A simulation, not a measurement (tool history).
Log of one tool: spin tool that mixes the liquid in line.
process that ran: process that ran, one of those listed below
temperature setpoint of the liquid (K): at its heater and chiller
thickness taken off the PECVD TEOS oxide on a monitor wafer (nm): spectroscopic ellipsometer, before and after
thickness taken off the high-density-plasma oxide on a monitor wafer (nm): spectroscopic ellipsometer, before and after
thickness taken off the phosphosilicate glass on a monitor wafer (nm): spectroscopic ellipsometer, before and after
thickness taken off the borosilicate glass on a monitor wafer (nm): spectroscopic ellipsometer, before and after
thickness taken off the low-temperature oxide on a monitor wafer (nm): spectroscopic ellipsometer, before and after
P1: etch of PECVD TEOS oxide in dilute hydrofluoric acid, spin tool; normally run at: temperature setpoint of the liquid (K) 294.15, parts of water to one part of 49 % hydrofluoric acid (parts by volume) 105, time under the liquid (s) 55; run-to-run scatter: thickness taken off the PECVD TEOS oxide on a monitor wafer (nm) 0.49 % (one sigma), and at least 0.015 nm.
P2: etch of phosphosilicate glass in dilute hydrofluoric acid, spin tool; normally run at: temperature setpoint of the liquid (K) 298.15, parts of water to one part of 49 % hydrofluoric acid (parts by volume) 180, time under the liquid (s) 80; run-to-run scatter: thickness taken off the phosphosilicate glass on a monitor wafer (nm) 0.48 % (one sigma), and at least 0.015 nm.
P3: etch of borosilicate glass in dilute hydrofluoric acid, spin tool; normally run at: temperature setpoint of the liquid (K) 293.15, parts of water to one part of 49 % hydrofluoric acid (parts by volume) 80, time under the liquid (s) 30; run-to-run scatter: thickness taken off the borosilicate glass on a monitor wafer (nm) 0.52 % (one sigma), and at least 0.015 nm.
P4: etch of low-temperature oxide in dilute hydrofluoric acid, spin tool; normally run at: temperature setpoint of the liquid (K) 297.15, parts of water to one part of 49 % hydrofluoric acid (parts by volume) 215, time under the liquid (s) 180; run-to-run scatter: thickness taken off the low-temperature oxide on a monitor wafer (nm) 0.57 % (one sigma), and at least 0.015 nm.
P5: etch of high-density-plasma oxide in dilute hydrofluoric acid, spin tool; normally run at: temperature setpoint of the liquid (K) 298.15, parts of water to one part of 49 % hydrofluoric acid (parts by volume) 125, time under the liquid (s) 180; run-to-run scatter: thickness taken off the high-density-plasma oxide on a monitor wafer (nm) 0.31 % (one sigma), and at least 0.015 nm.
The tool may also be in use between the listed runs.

| run | day | process that ran | temperature setpoint of the liquid (K) | parts of water to one part of 49 % hydrofluoric acid (parts by volume) | time under the liquid (s) | hours since the thermometer was replaced | hours since the hydrofluoric acid flow meter was replaced | thickness taken off the PECVD TEOS oxide on a monitor wafer (nm) | thickness taken off the high-density-plasma oxide on a monitor wafer (nm) | thickness taken off the phosphosilicate glass on a monitor wafer (nm) | thickness taken off the borosilicate glass on a monitor wafer (nm) | thickness taken off the low-temperature oxide on a monitor wafer (nm) |
|---|---|---|---|---|---|---|---|---|---|---|---|---|
| 1 | 0.396 | P1 | 294.15 | 105 | 55 | 2046.4 | 644.2 | 13.098 |  |  |  |  |
| 2 | 0.658 | P5 | 298.15 | 50 | 180 | 2052.7 | 650.5 |  | 24.219 |  |  |  |
| 3 | 1.075 | P1 | 294.15 | 185 | 55 | 2062.7 | 660.5 | 6.7593 |  |  |  |  |
| 4 | 1.662 | P2 | 298.15 | 180 | 80 | 2076.8 | 674.6 |  |  | 42.109 |  |  |
| 5 | 1.975 | P3 | 293.15 | 80 | 30 | 2084.3 | 682.1 |  |  |  | 13.965 |  |
| 6 | 2.521 | P1 | 294.15 | 105 | 15 | 2097.4 | 695.2 | 3.5418 |  |  |  |  |
| 7 | 2.871 | P1 | 294.15 | 105 | 55 | 2105.8 | 703.6 | 13.069 |  |  |  |  |
| 8 | 3.317 | P3 | 293.15 | 80 | 30 | 2116.5 | 714.3 |  |  |  | 14.031 |  |
| 9 | 3.633 | P1 | 290.15 | 35 | 55 | 2124.1 | 721.9 | 35.562 |  |  |  |  |
| 10 | 3.896 | P3 | 293.15 | 140 | 30 | 2130.4 | 728.2 |  |  |  | 7.3521 |  |
| 11 | 4.475 | P3 | 293.15 | 80 | 15 | 2144.3 | 742.1 |  |  |  | 6.9009 |  |
| 12 | 4.821 | P1 | 294.15 | 105 | 55 | 2152.6 | 750.4 | 12.87 |  |  |  |  |
| 13 | 5.408 | P5 | 298.15 | 125 | 300 | 2166.7 | 764.5 |  | 14.693 |  |  |  |
| 14 | 5.675 | P5 | 298.15 | 125 | 180 | 2173.1 | 770.9 |  | 8.7508 |  |  |  |
| 15 | 6.062 | P1 | 298.65 | 40 | 55 | 2182.4 | 780.2 | 44.206 |  |  |  |  |
| 16 | 6.517 | P4 | 297.15 | 215 | 180 | 2193.3 | 791.1 |  |  |  |  | 16.063 |
| 17 | 6.946 | P1 | 294.15 | 105 | 55 | 2203.6 | 801.4 | 12.928 |  |  |  |  |
| 18 | 7.242 | P4 | 297.15 | 110 | 180 | 2210.7 | 808.5 |  |  |  |  | 35.541 |
| 19 | 7.692 | P1 | 290.15 | 25 | 55 | 2221.5 | 819.3 | 50.409 |  |  |  |  |
| 20 | 8.171 | P1 | 294.15 | 70 | 55 | 2233 | 830.8 | 20.235 |  |  |  |  |
| 21 | 8.742 | P1 | 294.15 | 105 | 100 | 2246.7 | 844.5 | 23.474 |  |  |  |  |
| 22 | 9.233 | P1 | 301.65 | 105 | 55 | 2258.5 | 856.3 | 17.468 |  |  |  |  |
| 23 | 9.621 | P1 | 290.15 | 105 | 55 | 2267.8 | 865.6 | 10.925 |  |  |  |  |
| 24 | 9.933 | P5 | 305.15 | 125 | 180 | 2275.3 | 873.1 |  | 11.47 |  |  |  |
| 25 | 10.354 | P2 | 298.15 | 180 | 150 | 2285.4 | 883.2 |  |  | 78.801 |  |  |
| 26 | 10.788 | P4 | 297.15 | 215 | 330 | 2295.8 | 893.6 |  |  |  |  | 29.634 |
| 27 | 11.217 | P2 | 305.65 | 180 | 80 | 2306.1 | 903.9 |  |  | 55.565 |  |  |
| 28 | 11.479 | P2 | 298.15 | 45 | 80 | 2312.4 | 910.2 |  |  | 199.14 |  |  |
| 29 | 11.904 | P1 | 294.15 | 105 | 55 | 2322.6 | 920.4 | 12.932 |  |  |  |  |
| 30 | 12.433 | P4 | 305.15 | 215 | 180 | 2335.3 | 933.1 |  |  |  |  | 21.015 |
| 31 | 12.867 | P1 | 294.15 | 105 | 55 | 2345.7 | 943.5 | 12.992 |  |  |  |  |
| 32 | 13.246 | P3 | 301.15 | 80 | 30 | 2354.8 | 952.6 |  |  |  | 19.179 |  |
| 33 | 13.612 | P1 | 294.15 | 105 | 55 | 2363.6 | 961.4 | 12.947 |  |  |  |  |
| 34 | 13.971 | P1 | 294.15 | 105 | 55 | 2372.2 | 970 | 13.556 |  |  |  |  |
| 35 | 14.404 | P1 | 294.15 | 105 | 55 | 2382.6 | 980.4 | 14.01 |  |  |  |  |
| 36 | 14.688 | P1 | 294.15 | 105 | 55 | 2389.4 | 987.2 | 14.095 |  |  |  |  |
| 37 | 15.042 | P1 | 294.15 | 105 | 55 | 2397.9 | 995.7 | 14.162 |  |  |  |  |
| 38 | 15.504 | P1 | 294.15 | 105 | 55 | 2409 | 1006.8 | 14.279 |  |  |  |  |
| 39 | 15.871 | P1 | 294.15 | 105 | 55 | 2417.8 | 1015.6 | 14.374 |  |  |  |  |
| 40 | 16.358 | P1 | 294.15 | 105 | 55 | 2429.5 | 1027.3 | 14.314 |  |  |  |  |

What P1 gives has crept away from where it was. These 2 causes fit the log equally well, each at the size given:
A: hydrofluoric acid flow above the setpoint (%) = 9.16
B: liquid hotter than its thermometer reads (K) = 2.44
The creep began at about day 13.612.

4 check runs are offered, each on 2 wafers whose results are averaged, their results left as question marks. Which one tells the causes apart?
| check 1 | 16.846 | P3 | 296.15 | 130 | 30 |  |  |  |  |  | ? |  |
| check 2 | 16.846 | P2 | 298.15 | 85 | 80 |  |  |  |  | ? |  |  |
| check 3 | 16.846 | P5 | 298.15 | 65 | 275 |  |  |  | ? |  |  |  |
| check 4 | 16.846 | P4 | 305.15 | 215 | 180 |  |  |  |  |  |  | ? |

What each check would give under each cause:
| check | result | if A | if B |
|---|---|---|---|
| check 1 | thickness taken off the borosilicate glass on a monitor wafer (nm) | 10.037 | 9.9781 |
| check 2 | thickness taken off the phosphosilicate glass on a monitor wafer (nm) | 110.41 | 110.3 |
| check 3 | thickness taken off the high-density-plasma oxide on a monitor wafer (nm) | 30.705 | 30.785 |
| check 4 | thickness taken off the low-temperature oxide on a monitor wafer (nm) | 23.662 | 22.958 |
How far apart the two closest causes lie, in the result that separates them most: check 1 0.59 %; check 2 0.1 %; check 3 0.26 %; check 4 3.02 %
Only check 4 tells the causes apart: in the others they would give nearly the same result.

Check 4 was then run and gave: thickness taken off the low-temperature oxide on a monitor wafer (nm) 22.871. Which cause is it?

It is B: liquid hotter than its thermometer reads (K).
